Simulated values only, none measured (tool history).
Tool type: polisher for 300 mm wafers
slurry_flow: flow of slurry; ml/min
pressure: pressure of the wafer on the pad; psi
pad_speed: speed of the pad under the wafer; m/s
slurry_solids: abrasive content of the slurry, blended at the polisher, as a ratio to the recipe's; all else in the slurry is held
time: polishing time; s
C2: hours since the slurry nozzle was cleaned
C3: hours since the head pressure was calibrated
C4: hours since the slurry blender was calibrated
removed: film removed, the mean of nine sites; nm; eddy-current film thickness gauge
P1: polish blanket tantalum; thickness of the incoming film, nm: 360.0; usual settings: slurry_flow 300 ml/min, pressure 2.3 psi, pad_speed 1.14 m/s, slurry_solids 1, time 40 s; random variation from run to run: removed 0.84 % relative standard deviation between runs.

Run 1, hour 10.4: slurry_flow 300 ml/min, pressure 2.3 psi, pad_speed 1.14 m/s, slurry_solids 1, time 40 s; wafers polished on this pad 266; C2 308.3; C3 952.4; C4 351. Result: removed 80.08 nm.
Run 2, hour 21.4: slurry_flow 300 ml/min, pressure 2.3 psi, pad_speed 1.14 m/s, slurry_solids 1, time 28 s; wafers polished on this pad 392; C2 319.3; C3 963.4; C4 362. Result: removed 55.278 nm.
Run 3, hour 29.6: slurry_flow 300 ml/min, pressure 2.8 psi, pad_speed 1.14 m/s, slurry_solids 1, time 30 s; wafers polished on this pad 486; C2 327.5; C3 971.6; C4 370.2. Result: removed 72.354 nm.
At hour 37.3: slurry nozzle cleaned.
Run 4, hour 38.1: slurry_flow 185 ml/min, pressure 2.3 psi, pad_speed 1.14 m/s, slurry_solids 1, time 40 s; wafers polished on this pad 584; C2 0.9; C3 980.1; C4 378.7. Result: removed 75.17 nm.
Run 5, hour 47.9: slurry_flow 300 ml/min, pressure 2.3 psi, pad_speed 1.14 m/s, slurry_solids 1, time 40 s; wafers polished on this pad 696; C2 10.7; C3 989.9; C4 388.5. Result: removed 79.44 nm.
Run 6, hour 54.8: slurry_flow 300 ml/min, pressure 2.3 psi, pad_speed 1.14 m/s, slurry_solids 0.55, time 40 s; wafers polished on this pad 775; C2 17.6; C3 996.8; C4 395.4. Result: removed 64.049 nm.
Run 7, hour 60: slurry_flow 300 ml/min, pressure 1 psi, pad_speed 1.14 m/s, slurry_solids 1, time 40 s; wafers polished on this pad 835; C2 22.8; C3 1002; C4 400.6. Result: removed 34.637 nm.
Run 8, hour 66.3: slurry_flow 300 ml/min, pressure 2.3 psi, pad_speed 1.14 m/s, slurry_solids 0.6, time 22 s; wafers polished on this pad 908; C2 29.1; C3 1008.3; C4 406.9. Result: removed 36.66 nm.
Run 9, hour 74.4: slurry_flow 300 ml/min, pressure 3.4 psi, pad_speed 1.14 m/s, slurry_solids 1, time 40 s; wafers polished on this pad 1001; C2 37.2; C3 1016.4; C4 415. Result: removed 117.3 nm.
Run 10, hour 86: slurry_flow 300 ml/min, pressure 2.3 psi, pad_speed 1.54 m/s, slurry_solids 1, time 40 s; wafers polished on this pad 1134; C2 48.8; C3 1028; C4 426.6. Result: removed 105.72 nm.
Run 11, hour 91.8: slurry_flow 300 ml/min, pressure 2.3 psi, pad_speed 1.14 m/s, slurry_solids 1.25, time 40 s; wafers polished on this pad 1200; C2 54.6; C3 1033.8; C4 432.4. Result: removed 83.268 nm.
Run 12, hour 103.1: slurry_flow 405 ml/min, pressure 2.3 psi, pad_speed 1.14 m/s, slurry_solids 1, time 40 s; wafers polished on this pad 1330; C2 65.9; C3 1045.1; C4 443.7. Result: removed 79.591 nm.
Run 13, hour 114.1: slurry_flow 300 ml/min, pressure 2.3 psi, pad_speed 1.14 m/s, slurry_solids 1, time 40 s; wafers polished on this pad 1456; C2 76.9; C3 1056.1; C4 454.7. Result: removed 80.784 nm.
Run 14, hour 122.1: slurry_flow 300 ml/min, pressure 2.3 psi, pad_speed 1.14 m/s, slurry_solids 1, time 40 s; wafers polished on this pad 1548; C2 84.9; C3 1064.1; C4 462.7. Result: removed 79.445 nm.
Run 15, hour 127.7: slurry_flow 300 ml/min, pressure 2.3 psi, pad_speed 0.78 m/s, slurry_solids 1, time 40 s; wafers polished on this pad 1613; C2 90.5; C3 1069.7; C4 468.3. Result: removed 54.388 nm.
Run 16, hour 134.4: slurry_flow 300 ml/min, pressure 2.3 psi, pad_speed 1.14 m/s, slurry_solids 1, time 62 s; wafers polished on this pad 1690; C2 97.2; C3 1076.4; C4 475. Result: removed 122.3 nm.
Run 17, hour 146: slurry_flow 300 ml/min, pressure 2.3 psi, pad_speed 1.14 m/s, slurry_solids 1, time 40 s; wafers polished on this pad 1823; C2 108.8; C3 1088; C4 486.6. Result: removed 80.56 nm.
Run 18, hour 151.9: slurry_flow 180 ml/min, pressure 2.3 psi, pad_speed 1.14 m/s, slurry_solids 1.35, time 40 s; wafers polished on this pad 1891; C2 114.7; C3 1093.9; C4 492.5. Result: removed 80.796 nm.
Run 19, hour 161.1: slurry_flow 300 ml/min, pressure 2.3 psi, pad_speed 1.14 m/s, slurry_solids 1, time 40 s; wafers polished on this pad 1996; C2 123.9; C3 1103.1; C4 501.7. Result: removed 79.411 nm.
Run 20, hour 169.8: slurry_flow 300 ml/min, pressure 2.3 psi, pad_speed 1.14 m/s, slurry_solids 1, time 40 s; wafers polished on this pad 2096; C2 132.6; C3 1111.8; C4 510.4. Result: removed 76.012 nm.
Run 21, hour 176: slurry_flow 300 ml/min, pressure 2.3 psi, pad_speed 1.14 m/s, slurry_solids 1, time 40 s; wafers polished on this pad 2167; C2 138.8; C3 1118; C4 516.6. Result: removed 74.396 nm.
Run 22, hour 183: slurry_flow 300 ml/min, pressure 2.3 psi, pad_speed 1.14 m/s, slurry_solids 1, time 40 s; wafers polished on this pad 2248; C2 145.8; C3 1125; C4 523.6. Result: removed 74.551 nm.
At hour 186: worn pad replaced by a new one.
At hour 187.4: slurry nozzle cleaned.
Run 23, hour 189.1: slurry_flow 300 ml/min, pressure 2.3 psi, pad_speed 1.14 m/s, slurry_solids 1, time 40 s; wafers polished on this pad 35; C2 1.8; C3 1131.1; C4 529.7. Result: removed 73.699 nm.
Run 24, hour 199.4: slurry_flow 300 ml/min, pressure 2.3 psi, pad_speed 1.14 m/s, slurry_solids 1, time 40 s; wafers polished on this pad 154; C2 12.1; C3 1141.4; C4 540. Result: removed 72.161 nm.
Run 25, hour 211: slurry_flow 300 ml/min, pressure 2.3 psi, pad_speed 1.14 m/s, slurry_solids 1, time 40 s; wafers polished on this pad 287; C2 23.7; C3 1153; C4 551.6. Result: removed 71.541 nm.

Something has made what P1 gives creep away from where it was; the 2 causes below, each at its own stated size, fit the log equally well:
A: head's pressure below its setpoint, % = 9.29
B: abrasive missing from the slurry, % = 26.4
Creep in the process output first set in at about hour 161.1.
All other causes, with the reason each is excluded:
removal rate lost through wear of the pad, %: serviced at hour 186, after the change had begun; the process did not return to its earlier output
slurry flow missing at the pad, %: serviced at hour 187.4, after the change had begun; the process did not return to its earlier output

Below are 4 check runs, each averaged over 3 wafers, with their results shown as question marks. Which of them would give clearly different results depending on which cause is behind the drift?
Run check 1, hour 222.6: slurry_flow 300 ml/min, pressure 2.3 psi, pad_speed 1.14 m/s, slurry_solids 0.6, time 40 s. Result: removed ?.
Run check 2, hour 222.6: slurry_flow 300 ml/min, pressure 1.1 psi, pad_speed 1.14 m/s, slurry_solids 1, time 53 s. Result: removed ?.
Run check 3, hour 222.6: slurry_flow 300 ml/min, pressure 1.8 psi, pad_speed 1.48 m/s, slurry_solids 1, time 40 s. Result: removed ?.
Run check 4, hour 222.6: slurry_flow 300 ml/min, pressure 1.3 psi, pad_speed 1.14 m/s, slurry_solids 1, time 59 s. Result: removed ?.

What every check run would give for each of its results, assuming each possible cause in turn:
  check   result    if A    if B
check 1  removed  60.473  58.302
check 2  removed  45.621  45.618
check 3  removed  73.145  73.141
check 4  removed   60.02  60.016
Per check, the gap between the least separated pair of causes, taken in the result that splits them most: check 1 3.66 %; check 2 0.01 %; check 3 0.01 %; check 4 0.01 %
Check 1 tells the causes apart: in the others they would give nearly the same result.

Then check 1 was run and gave: removed 58.144 nm. Which cause is it?

It was cause B: abrasive missing from the slurry, %.

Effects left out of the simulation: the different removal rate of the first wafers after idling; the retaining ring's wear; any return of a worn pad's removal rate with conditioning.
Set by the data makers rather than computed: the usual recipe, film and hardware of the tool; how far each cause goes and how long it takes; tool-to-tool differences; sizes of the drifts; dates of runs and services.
